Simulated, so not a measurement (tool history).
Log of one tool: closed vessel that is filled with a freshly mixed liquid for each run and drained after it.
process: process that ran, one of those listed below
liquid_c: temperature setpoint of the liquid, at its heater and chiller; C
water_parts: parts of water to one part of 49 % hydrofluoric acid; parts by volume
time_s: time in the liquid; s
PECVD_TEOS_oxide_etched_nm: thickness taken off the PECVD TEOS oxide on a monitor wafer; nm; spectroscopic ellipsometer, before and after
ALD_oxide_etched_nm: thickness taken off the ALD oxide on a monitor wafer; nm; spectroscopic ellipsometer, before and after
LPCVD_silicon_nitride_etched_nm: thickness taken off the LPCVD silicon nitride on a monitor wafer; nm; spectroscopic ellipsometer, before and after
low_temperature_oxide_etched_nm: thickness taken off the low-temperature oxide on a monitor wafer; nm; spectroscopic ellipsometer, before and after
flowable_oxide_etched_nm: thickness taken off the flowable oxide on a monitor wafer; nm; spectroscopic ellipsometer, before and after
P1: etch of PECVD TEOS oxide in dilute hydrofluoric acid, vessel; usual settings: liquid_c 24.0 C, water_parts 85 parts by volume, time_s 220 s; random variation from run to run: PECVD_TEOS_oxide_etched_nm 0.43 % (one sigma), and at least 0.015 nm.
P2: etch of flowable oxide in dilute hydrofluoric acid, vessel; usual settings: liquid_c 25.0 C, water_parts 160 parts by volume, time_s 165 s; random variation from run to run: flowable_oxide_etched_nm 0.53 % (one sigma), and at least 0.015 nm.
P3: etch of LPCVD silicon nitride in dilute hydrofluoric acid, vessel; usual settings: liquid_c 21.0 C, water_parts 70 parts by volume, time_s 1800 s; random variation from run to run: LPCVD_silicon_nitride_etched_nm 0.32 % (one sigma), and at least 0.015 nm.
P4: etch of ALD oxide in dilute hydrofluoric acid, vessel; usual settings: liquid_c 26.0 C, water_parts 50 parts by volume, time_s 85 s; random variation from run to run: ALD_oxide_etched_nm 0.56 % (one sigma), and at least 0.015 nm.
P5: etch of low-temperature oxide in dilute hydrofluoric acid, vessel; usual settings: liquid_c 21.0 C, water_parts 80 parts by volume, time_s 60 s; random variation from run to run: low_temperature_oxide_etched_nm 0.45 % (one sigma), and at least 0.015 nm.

| run | hour | process | liquid_c | water_parts | time_s | hours since the thermometer was replaced | hours since the hydrofluoric acid flow meter was replaced | PECVD_TEOS_oxide_etched_nm | ALD_oxide_etched_nm | LPCVD_silicon_nitride_etched_nm | low_temperature_oxide_etched_nm | flowable_oxide_etched_nm |
|---|---|---|---|---|---|---|---|---|---|---|---|---|
| 1 | 7.6 | P1 | 24.0 | 85 | 220 | 191.0 | 519.9 | 40.4430 |  |  |  |  |
| 2 | 14.1 | P4 | 26.0 | 50 | 85 | 197.5 | 526.4 |  | 25.2050 |  |  |  |
| 3 | 21.1 | P3 | 21.0 | 70 | 2700 | 204.5 | 533.4 |  |  | 16.658 |  |  |
| 4 | 29.3 | P3 | 21.0 | 70 | 1800 | 212.7 | 541.6 |  |  | 11.070 |  |  |
| 5 | 37.4 | P3 | 21.0 | 70 | 1800 | 220.8 | 549.7 |  |  | 11.142 |  |  |
| 6 | 42.0 | P5 | 21.0 | 80 | 60 | 225.4 | 554.3 |  |  |  | 15.1360 |  |
| 7 | 46.3 | P1 | 24.0 | 55 | 220 | 229.7 | 558.6 | 65.3050 |  |  |  |  |
| 8 | 53.9 | P2 | 25.0 | 160 | 80 | 237.3 | 566.2 |  |  |  |  | 18.904 |
| 9 | 60.8 | P1 | 19.5 | 20 | 220 | 244.2 | 573.1 | 152.9500 |  |  |  |  |
| 10 | 65.1 | P1 | 30.5 | 45 | 220 | 248.5 | 577.4 | 104.3700 |  |  |  |  |
| 11 | 70.6 | P4 | 26.0 | 30 | 85 | 254.0 | 582.9 |  | 43.3310 |  |  |  |
| 12 | 76.7 | P1 | 19.5 | 85 | 220 | 260.1 | 589.0 | 33.4100 |  |  |  |  |
| 13 | 85.0 | P3 | 27.5 | 70 | 1800 | 268.4 | 597.3 |  |  | 17.270 |  |  |
| 14 | 92.6 | P4 | 26.0 | 50 | 85 | 276.0 | 604.9 |  | 25.1540 |  |  |  |
| 15 | 96.3 | P5 | 17.0 | 80 | 60 | 279.7 | 608.6 |  |  |  | 12.8310 |  |
| 16 | 104.2 | P1 | 24.0 | 85 | 355 | 287.6 | 616.5 | 65.2710 |  |  |  |  |
| 17 | 112.3 | P1 | 17.5 | 40 | 220 | 295.7 | 624.6 | 68.4820 |  |  |  |  |
|  | 113.3 | thermometer replaced |
| 18 | 117.0 | P1 | 24.0 | 85 | 220 | 3.7 | 629.3 | 40.4500 |  |  |  |  |
| 19 | 121.8 | P1 | 24.0 | 85 | 220 | 8.5 | 634.1 | 40.3250 |  |  |  |  |
| 20 | 129.3 | P1 | 24.0 | 85 | 30 | 16.0 | 641.6 | 5.4671 |  |  |  |  |
| 21 | 137.4 | P4 | 26.0 | 50 | 30 | 24.1 | 649.7 |  | 8.8825 |  |  |  |
| 22 | 145.7 | P2 | 25.0 | 160 | 165 | 32.4 | 658.0 |  |  |  |  | 38.970 |
| 23 | 151.4 | P1 | 24.0 | 85 | 220 | 38.1 | 663.7 | 40.2970 |  |  |  |  |
| 24 | 159.2 | P4 | 32.5 | 50 | 85 | 45.9 | 671.5 |  | 32.5540 |  |  |  |
| 25 | 164.5 | P1 | 30.0 | 85 | 220 | 51.2 | 676.8 | 50.8220 |  |  |  |  |
| 26 | 168.8 | P5 | 21.0 | 80 | 30 | 55.5 | 681.1 |  |  |  | 7.5257 |  |
| 27 | 172.7 | P1 | 24.0 | 85 | 220 | 59.4 | 685.0 | 40.2720 |  |  |  |  |
| 28 | 176.9 | P5 | 21.0 | 35 | 60 | 63.6 | 689.2 |  |  |  | 36.7330 |  |
| 29 | 183.5 | P1 | 24.0 | 130 | 220 | 70.2 | 695.8 | 24.8250 |  |  |  |  |
| 30 | 187.5 | P3 | 21.0 | 110 | 1800 | 74.2 | 699.8 |  |  | 7.151 |  |  |
| 31 | 195.8 | P1 | 24.0 | 85 | 220 | 82.5 | 708.1 | 40.1710 |  |  |  |  |
| 32 | 202.5 | P5 | 21.0 | 80 | 60 | 89.2 | 714.8 |  |  |  | 15.1110 |  |
| 33 | 207.5 | P1 | 24.0 | 85 | 220 | 94.2 | 719.8 | 40.1050 |  |  |  |  |
| 34 | 215.3 | P2 | 19.0 | 160 | 165 | 102.0 | 727.6 |  |  |  |  | 30.739 |
| 35 | 220.5 | P2 | 25.0 | 225 | 165 | 107.2 | 732.8 |  |  |  |  | 25.609 |
| 36 | 228.4 | P1 | 24.0 | 85 | 220 | 115.1 | 740.7 | 40.1540 |  |  |  |  |
| 37 | 232.4 | P1 | 24.0 | 85 | 220 | 119.1 | 744.7 | 40.8030 |  |  |  |  |
| 38 | 238.5 | P1 | 24.0 | 85 | 220 | 125.2 | 750.8 | 42.0220 |  |  |  |  |
| 39 | 246.4 | P1 | 24.0 | 85 | 220 | 133.1 | 758.7 | 42.2650 |  |  |  |  |
| 40 | 253.7 | P1 | 24.0 | 85 | 220 | 140.4 | 766.0 | 42.6920 |  |  |  |  |
| 41 | 261.3 | P1 | 24.0 | 85 | 220 | 148.0 | 773.6 | 42.7930 |  |  |  |  |
| 42 | 268.5 | P1 | 24.0 | 85 | 220 | 155.2 | 780.8 | 43.0930 |  |  |  |  |
| 43 | 275.1 | P1 | 24.0 | 85 | 220 | 161.8 | 787.4 | 43.1590 |  |  |  |  |
| 44 | 281.8 | P1 | 24.0 | 85 | 220 | 168.5 | 794.1 | 43.2050 |  |  |  |  |
| 45 | 286.3 | P1 | 24.0 | 85 | 220 | 173.0 | 798.6 | 42.8760 |  |  |  |  |
| 46 | 293.5 | P1 | 24.0 | 85 | 220 | 180.2 | 805.8 | 43.1690 |  |  |  |  |
| 47 | 298.2 | P1 | 24.0 | 85 | 220 | 184.9 | 810.5 | 43.4050 |  |  |  |  |

What P1 gives has crept away from where it was. These 2 causes fit the log equally well, each at the size given:
A: hydrofluoric acid flow above the setpoint (%) = 6.83
B: liquid hotter than its thermometer reads (K) = 1.84
The creep began at about hour 228.4.

4 check runs are offered, one wafer each, their results left as question marks. Which one tells the causes apart?
| check 1 | 302.9 | P4 | 26.0 | 50 | 85 |  |  |  | ? |  |  |  |
| check 2 | 302.9 | P5 | 21.0 | 80 | 60 |  |  |  |  |  | ? |  |
| check 3 | 302.9 | P3 | 21.0 | 70 | 1800 |  |  |  |  | ? |  |  |
| check 4 | 302.9 | P2 | 25.0 | 160 | 165 |  |  |  |  |  |  | ? |

What each check would give under each cause:
| check | result | if A | if B |
|---|---|---|---|
| check 1 | ALD_oxide_etched_nm | 27.0580 | 27.1500 |
| check 2 | low_temperature_oxide_etched_nm | 16.2920 | 16.3450 |
| check 3 | LPCVD_silicon_nitride_etched_nm | 11.872 | 12.610 |
| check 4 | flowable_oxide_etched_nm | 42.201 | 41.803 |
How far apart the two closest causes lie, in the result that separates them most: check 1 0.34 %; check 2 0.33 %; check 3 6.03 %; check 4 0.95 %
Check 3 tells the causes apart: in the others they would give nearly the same result.

Check 3 was then run and gave: LPCVD_silicon_nitride_etched_nm 12.577 nm. Which cause is it?

It is B: liquid hotter than its thermometer reads (K).
